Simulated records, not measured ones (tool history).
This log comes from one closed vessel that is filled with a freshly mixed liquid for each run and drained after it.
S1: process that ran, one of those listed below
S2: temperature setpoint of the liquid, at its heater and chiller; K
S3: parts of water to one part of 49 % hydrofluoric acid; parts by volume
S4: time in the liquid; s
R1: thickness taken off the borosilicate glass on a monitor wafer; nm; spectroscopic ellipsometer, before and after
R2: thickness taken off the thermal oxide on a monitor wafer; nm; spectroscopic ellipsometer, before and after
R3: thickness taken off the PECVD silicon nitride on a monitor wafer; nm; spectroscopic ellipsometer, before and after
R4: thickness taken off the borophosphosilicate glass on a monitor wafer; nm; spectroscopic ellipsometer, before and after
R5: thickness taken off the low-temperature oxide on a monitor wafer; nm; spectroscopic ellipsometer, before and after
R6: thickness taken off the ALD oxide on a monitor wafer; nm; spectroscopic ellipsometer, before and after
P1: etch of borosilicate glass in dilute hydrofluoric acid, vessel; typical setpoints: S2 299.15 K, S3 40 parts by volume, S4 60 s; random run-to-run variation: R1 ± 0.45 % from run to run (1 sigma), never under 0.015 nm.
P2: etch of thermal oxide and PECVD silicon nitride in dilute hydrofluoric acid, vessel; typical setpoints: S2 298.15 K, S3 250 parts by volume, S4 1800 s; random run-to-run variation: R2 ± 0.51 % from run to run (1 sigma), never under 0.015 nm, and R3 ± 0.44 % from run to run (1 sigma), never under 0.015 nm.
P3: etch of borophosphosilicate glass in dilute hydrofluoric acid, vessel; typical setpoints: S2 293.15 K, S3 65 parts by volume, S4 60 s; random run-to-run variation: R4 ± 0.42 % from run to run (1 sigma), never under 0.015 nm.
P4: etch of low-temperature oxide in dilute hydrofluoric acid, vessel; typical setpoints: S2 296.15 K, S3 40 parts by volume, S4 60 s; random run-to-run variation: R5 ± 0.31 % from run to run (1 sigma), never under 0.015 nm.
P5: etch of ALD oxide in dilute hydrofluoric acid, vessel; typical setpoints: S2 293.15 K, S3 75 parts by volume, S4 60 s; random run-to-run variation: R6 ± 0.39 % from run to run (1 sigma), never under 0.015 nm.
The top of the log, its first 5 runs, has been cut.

Run 6, hour 28.5: S1 P1, S2 299.15 K, S3 40 parts by volume, S4 60 s. Result: R1 54.184 nm.
Run 7, hour 32.9: S1 P1, S2 307.15 K, S3 40 parts by volume, S4 60 s. Result: R1 74.718 nm.
Run 8, hour 40.1: S1 P1, S2 299.15 K, S3 40 parts by volume, S4 60 s. Result: R1 54.406 nm.
Run 9, hour 47.5: S1 P2, S2 298.15 K, S3 250 parts by volume, S4 1800 s. Result: R2 29.153 nm, R3 18.2630 nm.
Run 10, hour 51.6: S1 P3, S2 298.65 K, S3 65 parts by volume, S4 60 s. Result: R4 26.601 nm.
Run 11, hour 58.4: S1 P4, S2 296.15 K, S3 65 parts by volume, S4 60 s. Result: R5 23.545 nm.
Run 12, hour 64.7: S1 P5, S2 293.15 K, S3 75 parts by volume, S4 85 s. Result: R6 31.577 nm.
Run 13, hour 68.3: S1 P1, S2 299.15 K, S3 40 parts by volume, S4 60 s. Result: R1 54.286 nm.
Run 14, hour 71.9: S1 P3, S2 293.15 K, S3 65 parts by volume, S4 105 s. Result: R4 37.186 nm.
Run 15, hour 76.4: S1 P1, S2 299.15 K, S3 70 parts by volume, S4 60 s. Result: R1 29.880 nm.
Run 16, hour 80.1: S1 P4, S2 292.15 K, S3 40 parts by volume, S4 60 s. Result: R5 33.282 nm.
Run 17, hour 83.7: S1 P1, S2 295.65 K, S3 40 parts by volume, S4 60 s. Result: R1 46.862 nm.
Run 18, hour 88.2: S1 P3, S2 293.15 K, S3 65 parts by volume, S4 60 s. Result: R4 21.364 nm.
Run 19, hour 95.5: S1 P2, S2 298.15 K, S3 250 parts by volume, S4 1800 s. Result: R2 29.382 nm, R3 18.1880 nm.
Run 20, hour 102.7: S1 P4, S2 296.15 K, S3 40 parts by volume, S4 60 s. Result: R5 39.733 nm.
Run 21, hour 107.5: S1 P2, S2 292.15 K, S3 250 parts by volume, S4 1800 s. Result: R2 23.088 nm, R3 12.4630 nm.
Run 22, hour 112.8: S1 P4, S2 296.15 K, S3 40 parts by volume, S4 110 s. Result: R5 72.669 nm.
Run 23, hour 117.3: S1 P1, S2 299.15 K, S3 40 parts by volume, S4 60 s. Result: R1 53.820 nm.

Run 24 is up next; what results do you expect?
Run 24, hour 120.7: S1 P2, S2 298.15 K, S3 60 parts by volume, S4 1800 s. Result: R2 ?, R3 ?.

{"run 24": {"R2": 152.49, "R3": 75.12}}
